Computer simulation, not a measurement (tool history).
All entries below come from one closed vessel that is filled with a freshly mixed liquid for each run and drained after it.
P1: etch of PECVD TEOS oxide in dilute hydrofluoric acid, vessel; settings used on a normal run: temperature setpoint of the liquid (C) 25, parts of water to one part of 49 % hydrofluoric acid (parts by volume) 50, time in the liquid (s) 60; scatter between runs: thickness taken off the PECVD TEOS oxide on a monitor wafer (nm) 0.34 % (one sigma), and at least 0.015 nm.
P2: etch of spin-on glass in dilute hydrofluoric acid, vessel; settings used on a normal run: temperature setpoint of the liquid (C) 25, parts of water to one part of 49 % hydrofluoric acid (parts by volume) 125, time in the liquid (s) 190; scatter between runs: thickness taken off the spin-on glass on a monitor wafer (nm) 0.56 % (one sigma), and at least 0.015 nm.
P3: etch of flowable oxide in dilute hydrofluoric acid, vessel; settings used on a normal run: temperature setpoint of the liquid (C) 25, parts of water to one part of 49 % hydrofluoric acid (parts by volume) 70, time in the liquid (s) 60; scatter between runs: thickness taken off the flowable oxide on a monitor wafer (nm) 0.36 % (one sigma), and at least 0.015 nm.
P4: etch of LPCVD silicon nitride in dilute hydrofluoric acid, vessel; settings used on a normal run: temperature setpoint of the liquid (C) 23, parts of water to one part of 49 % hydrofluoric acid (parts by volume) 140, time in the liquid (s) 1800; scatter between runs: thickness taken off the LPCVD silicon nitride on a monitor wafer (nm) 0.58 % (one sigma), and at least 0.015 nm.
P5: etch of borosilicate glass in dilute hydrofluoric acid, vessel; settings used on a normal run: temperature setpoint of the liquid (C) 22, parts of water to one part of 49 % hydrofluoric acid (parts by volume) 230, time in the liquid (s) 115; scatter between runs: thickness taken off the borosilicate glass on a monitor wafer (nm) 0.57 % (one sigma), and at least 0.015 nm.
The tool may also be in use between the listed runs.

run,hour,process that ran,temperature setpoint of the liquid (C),parts of water to one part of 49 % hydrofluoric acid (parts by volume),time in the liquid (s),hours since the thermometer was replaced,hours since the hydrofluoric acid flow meter was replaced,thickness taken off the PECVD TEOS oxide on a monitor wafer (nm),thickness taken off the flowable oxide on a monitor wafer (nm),thickness taken off the spin-on glass on a monitor wafer (nm),thickness taken off the borosilicate glass on a monitor wafer (nm),thickness taken off the LPCVD silicon nitride on a monitor wafer (nm)
1,6.4,P1,25,50,60,1778,69.8,19.175,,,,
2,10.8,P1,25,20,60,1782.4,74.2,50.351,,,,
3,13.8,P3,25,70,60,1785.4,77.2,,33.906,,,
4,17.6,P1,25,50,60,1789.2,81,19.176,,,,
# hour 22: thermometer replaced
5,22.5,P1,18,50,85,0.6,85.9,20.436,,,,
6,27.7,P2,25,125,375,5.8,91.1,,,86.042,,
7,32.1,P1,25,50,60,10.2,95.5,19.212,,,,
8,38,P1,25,50,30,16.1,101.4,9.6042,,,,
9,41,P2,25,175,190,19.1,104.4,,,29.455,,
10,44.9,P5,22,50,115,23,108.3,,,,66.164,
11,48.8,P5,22,230,115,26.9,112.2,,,,11.65,
12,54.3,P3,17,70,60,32.4,117.7,,24.421,,,
13,60.4,P3,25,70,60,38.5,123.8,,33.685,,,
14,65.1,P5,28,230,115,43.2,128.5,,,,14.624,
15,70.4,P4,23,140,1800,48.5,133.8,,,,,6.426
16,74.5,P1,25,50,60,52.6,137.9,19.259,,,,
17,79.8,P2,18.5,125,190,57.9,143.2,,,33.811,,
18,85.4,P3,25,70,90,63.5,148.8,,50.744,,,
19,90.7,P2,25,125,190,68.8,154.1,,,43.792,,
20,95.7,P1,25,50,110,73.8,159.1,35.383,,,,
21,101.2,P1,25,50,60,79.3,164.6,19.188,,,,
22,107,P1,25,90,60,85.1,170.4,10.134,,,,
23,111.3,P4,23,255,1800,89.4,174.7,,,,,3.5472
24,117.5,P5,22,230,205,95.6,180.9,,,,21.159,
25,121.1,P3,25,45,60,99.2,184.5,,54.524,,,
26,124.8,P4,23,140,1800,102.9,188.2,,,,,6.4424
27,131.5,P2,25,125,190,109.6,194.9,,,43.626,,

The next listed run, before its measurement:
28,134.6,P4,17,140,1800,112.7,198,,,,,?

thickness taken off the LPCVD silicon nitride on a monitor wafer (nm): 4.2635

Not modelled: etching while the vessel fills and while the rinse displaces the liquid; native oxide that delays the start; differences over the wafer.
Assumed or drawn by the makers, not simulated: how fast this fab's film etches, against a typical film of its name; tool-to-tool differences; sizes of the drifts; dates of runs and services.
